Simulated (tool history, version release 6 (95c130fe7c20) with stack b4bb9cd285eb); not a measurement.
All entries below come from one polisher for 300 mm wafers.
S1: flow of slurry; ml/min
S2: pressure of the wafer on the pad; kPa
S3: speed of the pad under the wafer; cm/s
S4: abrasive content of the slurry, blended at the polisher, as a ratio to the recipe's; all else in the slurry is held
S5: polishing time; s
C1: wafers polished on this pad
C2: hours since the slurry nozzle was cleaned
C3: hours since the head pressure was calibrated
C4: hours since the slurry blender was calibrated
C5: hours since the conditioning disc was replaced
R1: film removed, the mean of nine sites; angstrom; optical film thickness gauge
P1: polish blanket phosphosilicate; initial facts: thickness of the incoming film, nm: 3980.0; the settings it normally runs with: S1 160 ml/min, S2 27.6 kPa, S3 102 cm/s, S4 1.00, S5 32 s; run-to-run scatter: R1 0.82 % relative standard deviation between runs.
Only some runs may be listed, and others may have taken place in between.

run,day,S1,S2,S3,S4,S5,C1,C2,C3,C4,C5,R1
1,0.338,160,27.6,102,1.00,32,423,260.4,341.9,61.0,143.5,2974.2
2,0.738,95,34.5,102,1.00,32,548,270.0,351.5,70.6,153.1,3377.6
3,1.025,160,15.2,102,1.00,32,638,276.9,358.4,77.5,160.0,1681.3
4,1.312,160,27.6,102,1.00,32,728,283.8,365.3,84.4,166.9,2990.4
5,1.662,160,27.6,102,1.00,32,838,292.2,373.7,92.8,175.3,3032.6
6,2.042,95,27.6,102,1.00,32,956,301.3,382.8,101.9,184.4,2698.7
7,2.446,160,34.5,102,0.75,32,1083,311.0,392.5,111.6,194.1,3266.9
8,2.767,160,27.6,102,1.00,32,1184,318.7,400.2,119.3,201.8,3011.6
9,3.088,160,27.6,148,1.00,32,1284,326.4,407.9,127.0,209.5,4009.0
10,3.325,160,27.6,68,1.00,32,1358,332.1,413.6,132.7,215.2,2189.5
11,3.625,160,27.6,102,1.00,23,1452,339.3,420.8,139.9,222.4,2140.2
12,3.942,160,27.6,102,1.35,32,1552,346.9,428.4,147.5,230.0,3405.8
13,4.171,160,27.6,102,0.60,32,1623,352.4,433.9,153.0,235.5,2303.6
14,4.658,160,27.6,102,1.00,32,1776,364.1,445.6,164.7,247.2,3011.0
15,5.058,160,27.6,102,1.00,32,1901,373.7,455.2,174.3,256.8,3037.0
16,5.300,160,27.6,102,1.00,47,1977,379.5,461.0,180.1,262.6,4439.3
17,5.788,160,35.2,102,1.00,32,2130,391.2,472.7,191.8,274.3,3830.7
18,6.192,215,27.6,102,1.00,32,2256,400.9,482.4,201.5,284.0,3102.0
19,6.550,160,15.2,102,0.75,32,2368,409.5,491.0,210.1,292.6,1432.8
20,6.762,160,27.6,102,1.00,32,2435,414.6,496.1,215.2,297.7,2999.2
21,7.233,160,27.6,102,1.00,32,2582,425.9,507.4,226.5,309.0,2988.1
22,7.700,160,27.6,102,1.00,32,2729,437.1,518.6,237.7,320.2,2838.1
23,8.162,160,27.6,102,1.00,32,2874,448.2,529.7,248.8,331.3,2801.9
24,8.433,160,27.6,102,1.00,32,2958,454.7,536.2,255.3,337.8,2791.7
25,8.908,160,27.6,102,1.00,32,3107,466.1,547.6,266.7,349.2,2783.8
# day 8.942: head pressure recalibrated
26,9.212,160,27.6,102,1.00,32,3202,473.4,6.5,274.0,356.5,2743.6
27,9.462,160,27.6,102,1.00,32,3281,479.4,12.5,280.0,362.5,2782.5
# day 9.529: conditioning disc replaced and pad reconditioned
# day 9.667: slurry blender recalibrated
28,9.758,160,27.6,102,1.00,32,3373,486.5,19.6,2.2,5.6,2766.6
29,10.212,160,27.6,102,1.00,32,3516,497.4,30.5,13.1,16.5,2731.6
30,10.617,160,27.6,102,1.00,32,3642,507.1,40.2,22.8,26.2,2779.9

What P1 gives has crept away from where it was. These 2 causes fit the log equally well, each at the size given:
A: removal rate lost through wear of the pad, % = 9.34
B: slurry flow missing at the pad, % = 38.1
The process output started creeping at around day 7.233.
Other possible causes, and why each is ruled out:
head's pressure below its setpoint, %: work on it at day 8.942, done after the drift set in, did not restore what the process gave before
abrasive missing from the slurry, %: work on it at day 9.667, done after the drift set in, did not restore what the process gave before
time polished since the conditioner stopped cutting, s: work on it at day 9.529, done after the drift set in, did not restore what the process gave before

The list below offers 4 check runs, each averaging the results of 2 wafers, and shows each result as a question mark. For which of them would the listed causes give clearly different results?
check 1,11.021,160,27.6,130,1.00,32,,,,,,?
check 2,11.021,160,27.6,134,1.20,32,,,,,,?
check 3,11.021,95,27.6,102,0.80,32,,,,,,?
check 4,11.021,160,27.6,134,1.00,32,,,,,,?

If the cause were each of the candidates in turn, the checks would give the following:
check,result,if A,if B
check 1,R1,3302.5,3302.9
check 2,R1,3660.8,3661.3
check 3,R1,2191.1,2071.3
check 4,R1,3383.5,3383.9
Per-check spread between the two closest causes, in the result where they differ most: check 1 0.01 %; check 2 0.01 %; check 3 5.62 %; check 4 0.01 %
Check 3 is the one run that separates the causes; every other check would come out nearly the same whichever cause is at work.

Check 3 has now been run. It gave: R1 2187.0 angstrom. Which of the candidate causes is it?

It is A: removal rate lost through wear of the pad, %.
